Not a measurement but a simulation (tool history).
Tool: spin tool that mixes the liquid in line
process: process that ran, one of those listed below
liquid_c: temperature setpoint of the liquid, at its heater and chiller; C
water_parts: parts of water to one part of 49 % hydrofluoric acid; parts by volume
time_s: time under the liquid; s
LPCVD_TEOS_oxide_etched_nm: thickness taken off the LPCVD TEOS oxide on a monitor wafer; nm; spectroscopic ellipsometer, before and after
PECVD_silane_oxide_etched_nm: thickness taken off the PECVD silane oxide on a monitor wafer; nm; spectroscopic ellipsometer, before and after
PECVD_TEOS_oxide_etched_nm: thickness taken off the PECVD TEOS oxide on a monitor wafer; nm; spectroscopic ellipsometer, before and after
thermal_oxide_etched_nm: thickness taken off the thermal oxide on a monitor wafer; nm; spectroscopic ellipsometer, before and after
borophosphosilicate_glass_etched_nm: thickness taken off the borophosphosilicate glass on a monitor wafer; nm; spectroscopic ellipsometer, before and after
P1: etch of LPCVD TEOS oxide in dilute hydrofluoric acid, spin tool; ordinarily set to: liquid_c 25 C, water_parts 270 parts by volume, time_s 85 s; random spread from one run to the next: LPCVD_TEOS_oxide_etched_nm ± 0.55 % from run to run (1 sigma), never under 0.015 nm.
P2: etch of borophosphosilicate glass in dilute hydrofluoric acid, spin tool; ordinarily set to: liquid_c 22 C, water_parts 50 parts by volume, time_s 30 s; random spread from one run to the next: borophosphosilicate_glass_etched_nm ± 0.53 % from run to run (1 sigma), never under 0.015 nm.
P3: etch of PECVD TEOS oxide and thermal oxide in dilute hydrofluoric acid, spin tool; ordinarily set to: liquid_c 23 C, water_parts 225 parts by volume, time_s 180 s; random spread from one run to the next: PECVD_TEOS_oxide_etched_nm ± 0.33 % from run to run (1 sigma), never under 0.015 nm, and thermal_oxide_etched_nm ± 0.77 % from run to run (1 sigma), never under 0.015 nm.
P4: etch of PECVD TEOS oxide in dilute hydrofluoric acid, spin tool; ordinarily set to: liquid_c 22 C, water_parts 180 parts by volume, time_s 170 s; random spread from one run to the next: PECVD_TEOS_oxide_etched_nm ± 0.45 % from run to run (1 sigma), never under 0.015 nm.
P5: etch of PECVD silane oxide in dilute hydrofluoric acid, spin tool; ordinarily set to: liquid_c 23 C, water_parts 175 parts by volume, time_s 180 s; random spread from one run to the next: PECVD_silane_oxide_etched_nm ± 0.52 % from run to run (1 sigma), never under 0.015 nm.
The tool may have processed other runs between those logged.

run,day,process,liquid_c,water_parts,time_s,LPCVD_TEOS_oxide_etched_nm,PECVD_silane_oxide_etched_nm,PECVD_TEOS_oxide_etched_nm,thermal_oxide_etched_nm,borophosphosilicate_glass_etched_nm
1,0.329,P1,25,270,85,4.7388,,,,
2,0.654,P5,23,320,180,,18.075,,,
3,1.212,P5,23,175,180,,38.52,,,
4,1.579,P4,22,180,25,,,1.6098,,
5,2.175,P4,22,325,170,,,5.1983,,
6,2.667,P1,32,270,85,5.8929,,,,
7,3.088,P3,23,225,25,,,1.616,0.45289,
8,3.625,P1,25,270,85,4.7381,,,,
9,4.25,P5,23,175,60,,12.733,,,
10,4.55,P5,31,175,180,,51.503,,,
11,4.854,P2,17,50,30,,,,,22.95
12,5.183,P3,23,315,180,,,7.7271,2.1369,
# day 5.542: hydrofluoric acid flow meter replaced
13,5.608,P1,25,95,85,16.281,,,,
14,5.975,P2,22,50,30,,,,,28.886
15,6.529,P4,22,180,170,,,10.754,,
16,6.908,P1,19,270,85,3.814,,,,
17,7.358,P1,25,270,85,4.6668,,,,
18,7.825,P1,19.5,270,150,6.8075,,,,
19,8.271,P2,22,30,30,,,,,49.236
20,8.788,P1,20,270,40,1.8461,,,,
21,9.1,P4,28.5,180,170,,,13.71,,
22,9.667,P3,23,225,180,,,11.822,3.3152,
23,9.95,P3,19,225,180,,,10.099,2.8825,
24,10.542,P1,25,270,35,1.9613,,,,
25,10.817,P1,25,455,85,2.3736,,,,
26,11.383,P2,22,50,15,,,,,14.294
27,11.888,P5,23,175,180,,38.535,,,
28,12.188,P1,25,270,160,8.803,,,,
29,12.821,P1,25,270,85,4.6976,,,,
30,13.196,P1,25,270,85,4.6659,,,,
31,13.504,P1,25,270,85,4.6678,,,,
32,14.058,P1,25,270,85,4.8458,,,,
33,14.346,P1,25,270,85,4.9297,,,,
34,14.696,P1,25,270,85,4.9584,,,,
35,15.142,P1,25,270,85,5.0435,,,,
36,15.433,P1,25,270,85,5.0093,,,,
37,15.954,P1,25,270,85,5.1115,,,,
38,16.275,P1,25,270,85,5.1125,,,,
39,16.617,P1,25,270,85,5.07,,,,

The log shows P1 creeping away from where it was. Any of the 2 causes listed here, at the size stated for it, fits the log just as well as the others:
A: liquid hotter than its thermometer reads (K) = 2.14
B: hydrofluoric acid flow above the setpoint (%) = 5.96
The drift started at roughly day 13.504.

4 check runs are offered, each on 2 wafers whose results are averaged, their results left as question marks. Which one tells the causes apart?
check 1,16.958,P2,17,50,30,,,,,?
check 2,16.958,P4,22,255,45,,,?,,
check 3,16.958,P5,23,315,180,,?,,,
check 4,16.958,P3,23,310,180,,,?,?,

Check results expected under each cause:
check,result,if A,if B
check 1,borophosphosilicate_glass_etched_nm,25.458,24.673
check 2,PECVD_TEOS_oxide_etched_nm,2.0215,2.0108
check 3,PECVD_silane_oxide_etched_nm,19.973,19.994
check 4,PECVD_TEOS_oxide_etched_nm,8.484,8.4896
check 4,thermal_oxide_etched_nm,2.3993,2.4009
Smallest distance between any two causes, each pair judged by its most separating result, in per cent: check 1 3.13 %; check 2 0.53 %; check 3 0.11 %; check 4 0.07 %
Check 1 distinguishes between the causes, while the remaining checks would return nearly the same result for all of them.

Here is what check 1 returned: borophosphosilicate_glass_etched_nm 25.428 nm. Which cause is it?

It was cause A: liquid hotter than its thermometer reads (K).
